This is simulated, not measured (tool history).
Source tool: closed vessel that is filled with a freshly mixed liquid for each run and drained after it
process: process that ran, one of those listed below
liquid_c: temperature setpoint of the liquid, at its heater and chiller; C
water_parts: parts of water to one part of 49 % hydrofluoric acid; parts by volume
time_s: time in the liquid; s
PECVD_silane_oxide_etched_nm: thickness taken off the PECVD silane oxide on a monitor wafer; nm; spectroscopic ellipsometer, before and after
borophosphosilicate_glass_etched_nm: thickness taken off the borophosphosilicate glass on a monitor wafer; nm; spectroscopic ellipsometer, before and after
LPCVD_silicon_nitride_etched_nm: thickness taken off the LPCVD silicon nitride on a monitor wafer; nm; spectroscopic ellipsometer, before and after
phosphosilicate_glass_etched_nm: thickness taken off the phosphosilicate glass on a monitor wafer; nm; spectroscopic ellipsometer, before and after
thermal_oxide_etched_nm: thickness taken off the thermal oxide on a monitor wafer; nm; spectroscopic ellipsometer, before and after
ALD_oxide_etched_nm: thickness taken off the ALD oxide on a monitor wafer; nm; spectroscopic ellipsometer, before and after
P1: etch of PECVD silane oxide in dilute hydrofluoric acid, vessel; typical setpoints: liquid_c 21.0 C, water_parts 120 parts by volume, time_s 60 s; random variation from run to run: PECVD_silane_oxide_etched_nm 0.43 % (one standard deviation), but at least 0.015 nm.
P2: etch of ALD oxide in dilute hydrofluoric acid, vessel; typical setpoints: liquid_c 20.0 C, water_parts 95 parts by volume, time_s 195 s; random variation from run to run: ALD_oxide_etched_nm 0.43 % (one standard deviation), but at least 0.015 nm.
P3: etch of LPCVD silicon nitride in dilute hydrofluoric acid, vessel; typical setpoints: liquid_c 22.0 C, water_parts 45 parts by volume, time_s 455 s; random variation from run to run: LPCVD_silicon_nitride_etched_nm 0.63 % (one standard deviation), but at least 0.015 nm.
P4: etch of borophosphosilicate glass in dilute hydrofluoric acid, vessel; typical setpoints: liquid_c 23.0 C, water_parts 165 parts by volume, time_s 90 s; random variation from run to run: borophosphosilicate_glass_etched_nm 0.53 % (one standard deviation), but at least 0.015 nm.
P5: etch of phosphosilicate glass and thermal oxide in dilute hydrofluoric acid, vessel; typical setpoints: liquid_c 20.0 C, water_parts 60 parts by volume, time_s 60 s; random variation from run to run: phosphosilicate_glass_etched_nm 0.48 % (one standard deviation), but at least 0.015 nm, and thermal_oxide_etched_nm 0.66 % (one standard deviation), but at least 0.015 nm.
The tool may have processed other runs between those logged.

run   hour  process  liquid_c  water_parts  time_s  hours since the thermometer was replaced  hours since the hydrofluoric acid flow meter was replaced  PECVD_silane_oxide_etched_nm  borophosphosilicate_glass_etched_nm  LPCVD_silicon_nitride_etched_nm  phosphosilicate_glass_etched_nm  thermal_oxide_etched_nm  ALD_oxide_etched_nm
  1    4.9       P1      21.0          120      60                                     375.6                                                      325.1                        6.5301
  2    8.9       P4      29.0          165      90                                     379.6                                                      329.1                                                            32.3470
  3   13.4       P1      21.0           45      60                                     384.1                                                      333.6                       18.9920
  4   16.8       P3      22.0           25     455                                     387.5                                                      337.0                                                                                             8.12150
  5   20.3       P1      21.0          120      30                                     391.0                                                      340.5                        3.2599
  6   25.2       P5      20.0          110      60                                     395.9                                                      345.4                                                                                                                               43.617                   2.1291
  7   30.1       P2      20.0           35     195                                     400.8                                                      350.3                                                                                                                                                                             58.160
  8   33.4       P1      26.5          120      60                                     404.1                                                      353.6                        8.0219
  9   38.7       P5      20.0           60      60                                     409.4                                                      358.9                                                                                                                               84.435                   4.1608
 10   43.8       P4      23.0          165      30                                     414.5                                                      364.0                                                             8.5828
      49.7  -- thermometer replaced
 11   49.7       P4      23.0           50      90                                       0.0                                                      369.9                                                            97.7080
 12   55.6       P1      21.0          195      60                                       5.9                                                      375.8                        3.6798
 13   61.4       P4      23.0          165      90                                      11.7                                                      381.6                                                            25.6630
 14   65.3       P3      22.0           45      45                                      15.6                                                      385.5                                                                                             0.45056
 15   69.9       P2      20.0           95     295                                      20.2                                                      390.1                                                                                                                                                                             30.525
 16   73.1       P1      21.0          120      60                                      23.4                                                      393.3                        6.5738
 17   78.3       P5      20.0           60      30                                      28.6                                                      398.5                                                                                                                               42.223                   2.0245
 18   82.3       P1      17.0           80      60                                      32.6                                                      402.5                        8.6665
 19   85.3       P1      21.0          120      60                                      35.6                                                      405.5                        6.4879
 20   88.9       P1      21.0          120      60                                      39.2                                                      409.1                        6.4878
 21   93.6       P1      21.0          120     110                                      43.9                                                      413.8                       11.9820
 22   96.8       P2      27.5           95     195                                      47.1                                                      417.0                                                                                                                                                                             27.184
 23  102.8       P1      21.0          120      60                                      53.1                                                      423.0                        6.5313
 24  108.7       P3      22.0           45     455                                      59.0                                                      428.9                                                                                             4.57030
 25  113.3       P1      17.0          120      60                                      63.6                                                      433.5                        5.5261
 26  119.3       P1      21.0          120      60                                      69.6                                                      439.5                        6.5282
 27  123.6       P2      20.0           95     195                                      73.9                                                      443.8                                                                                                                                                                             20.140
 28  127.9       P5      28.0           60      60                                      78.2                                                      448.1                                                                                                                              118.190                   5.7107
 29  133.9       P5      20.0           60      60                                      84.2                                                      454.1                                                                                                                               84.492                   4.0440
 30  137.6       P3      28.5           45     455                                      87.9                                                      457.8                                                                                             7.18350
 31  142.7       P1      21.0          120      60                                      93.0                                                      462.9                        6.5402
 32  147.2       P1      21.0          120      60                                      97.5                                                      467.4                        6.7343
 33  151.7       P1      21.0          120      60                                     102.0                                                      471.9                        6.8792
 34  156.6       P1      21.0          120      60                                     106.9                                                      476.8                        6.9814
 35  162.4       P1      21.0          120      60                                     112.7                                                      482.6                        7.0747
 36  165.7       P1      21.0          120      60                                     116.0                                                      485.9                        7.0818
 37  169.8       P1      21.0          120      60                                     120.1                                                      490.0                        7.0600
 38  174.0       P1      21.0          120      60                                     124.3                                                      494.2                        7.1310
 39  178.1       P1      21.0          120      60                                     128.4                                                      498.3                        7.1398
 40  180.9       P1      21.0          120      60                                     131.2                                                      501.1                        7.1621
 41  185.1       P1      21.0          120      60                                     135.4                                                      505.3                        7.1539

The output of P1 has drifted from where it used to be. Each of the 2 causes below, taken at the size shown beside it, accounts for the log equally well:
A: liquid hotter than its thermometer reads (K) = 2.31
B: hydrofluoric acid flow above the setpoint (%) = 8.47
The gradual shift began around hour 142.7.

Below are 4 check runs, each on a single wafer, with their results shown as question marks. Which of them would tell the listed causes apart, meaning the causes would give clearly different results under it?
check 1  189.3       P3      22.0           30     455                                                                                                                                                                                                        ?
check 2  189.3       P2      27.0           95     195                                                                                                                                                                                                                                                                                       ?
check 3  189.3       P4      23.0           70      90                                                                                                                                                                       ?
check 4  189.3       P5      27.5           95      60                                                                                                                                                                                                                                         ?                        ?

If the cause were each of the candidates in turn, the checks would give the following:
  check                               result     if A     if B
check 1      LPCVD_silicon_nitride_etched_nm  7.96660  7.35340
check 2                  ALD_oxide_etched_nm   28.986   29.067
check 3  borophosphosilicate_glass_etched_nm  74.5190  74.1330
check 4      phosphosilicate_glass_etched_nm   75.504   75.753
check 4              thermal_oxide_etched_nm   3.6795   3.6917
Smallest distance between any two causes, each pair judged by its most separating result, in per cent: check 1 8.01 %; check 2 0.28 %; check 3 0.52 %; check 4 0.33 %
Check 1 is the one run that separates the causes; every other check would come out nearly the same whichever cause is at work.

The results of check 1 are: LPCVD_silicon_nitride_etched_nm 7.95400 nm. Based on these, which of the listed causes is it?

It is A: liquid hotter than its thermometer reads (K).

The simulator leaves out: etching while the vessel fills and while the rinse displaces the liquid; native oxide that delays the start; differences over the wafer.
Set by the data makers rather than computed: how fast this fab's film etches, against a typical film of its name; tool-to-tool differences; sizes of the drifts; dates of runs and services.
